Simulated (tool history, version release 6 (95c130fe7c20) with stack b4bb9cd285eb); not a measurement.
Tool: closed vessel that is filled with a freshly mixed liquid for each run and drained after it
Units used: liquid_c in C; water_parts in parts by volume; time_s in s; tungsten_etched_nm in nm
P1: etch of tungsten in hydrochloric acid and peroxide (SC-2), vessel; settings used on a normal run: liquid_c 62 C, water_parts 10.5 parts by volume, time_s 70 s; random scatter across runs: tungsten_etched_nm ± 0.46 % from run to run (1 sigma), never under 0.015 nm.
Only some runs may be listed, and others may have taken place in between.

run	day	liquid_c	water_parts	time_s	tungsten_etched_nm
1	0.175	62	10.5	70	24.88
2	0.321	62	10.5	30	10.625
3	0.483	62	10.5	70	24.717
4	0.612	46.5	10.5	70	9.1645
5	0.775	62	18.5	70	15.093
6	1	52.5	10.5	30	5.8369
7	1.238	62	10.5	70	24.841
8	1.488	62	10.5	130	46.048
9	1.746	62	10.5	70	24.869
10	1.95	62	10.5	70	24.724
# day 1.992: thermometer replaced
11	2.096	62	14.5	125	33.51
# day 2.142: chemicals flow meter replaced
12	2.292	62	4	70	51.488
13	2.492	62	10.5	70	24.999
14	2.717	69	14.5	70	28.592
# day 2.725: new drum of peroxide connected
15	2.971	72	10.5	70	44.847
16	3.129	62	10.5	70	24.862
17	3.283	62	10.5	70	25.099
18	3.517	62	10.5	70	25.665
19	3.754	62	10.5	70	26.177
20	3.921	62	10.5	70	25.953
21	4.154	62	10.5	70	26.381
22	4.275	62	10.5	70	26.339
23	4.521	62	10.5	70	26.238
24	4.696	62	10.5	70	26.182
25	4.812	62	10.5	70	26.311
26	4.996	62	10.5	70	26.518

Compared with where it was, what P1 gives has crept away. Each cause listed below fits the log as well as the rest, at the size given for it:
A: chemicals flow above the setpoint (%) = 7.96
B: liquid hotter than its thermometer reads (K) = 1.04
The onset of the drift is placed at about day 3.129.
Why every other cause is out:
peroxide weaker than its label (%): capped at 8; at that size tungsten_etched_nm would change by -7.4 %, too little to explain the creep or opposite to it

Each of the check runs listed below is run on 3 wafers and reports their average, with the results left as question marks. Pick the one under which the possible causes would lead to clearly different results.
check 1	5.179	46.5	4	70	?
check 2	5.179	48	10.5	70	?
check 3	5.179	62	16.5	110	?
check 4	5.179	49.5	10.5	115	?

Expected result of each check under each candidate cause:
check	result	if A	if B
check 1	tungsten_etched_nm	19.838	20.243
check 2	tungsten_etched_nm	10.685	10.75
check 3	tungsten_etched_nm	28.179	28.072
check 4	tungsten_etched_nm	19.416	19.521
Distance between the nearest two causes, measured in the result of the check that separates them most: check 1 2.02 %; check 2 0.61 %; check 3 0.38 %; check 4 0.54 %
The other checks would show nearly matching results whichever cause is true, so check 1 is the only one that separates the causes.

Here is what check 1 returned: tungsten_etched_nm 19.792 nm. Which cause is it?

Of the candidate causes, it is A: chemicals flow above the setpoint (%).

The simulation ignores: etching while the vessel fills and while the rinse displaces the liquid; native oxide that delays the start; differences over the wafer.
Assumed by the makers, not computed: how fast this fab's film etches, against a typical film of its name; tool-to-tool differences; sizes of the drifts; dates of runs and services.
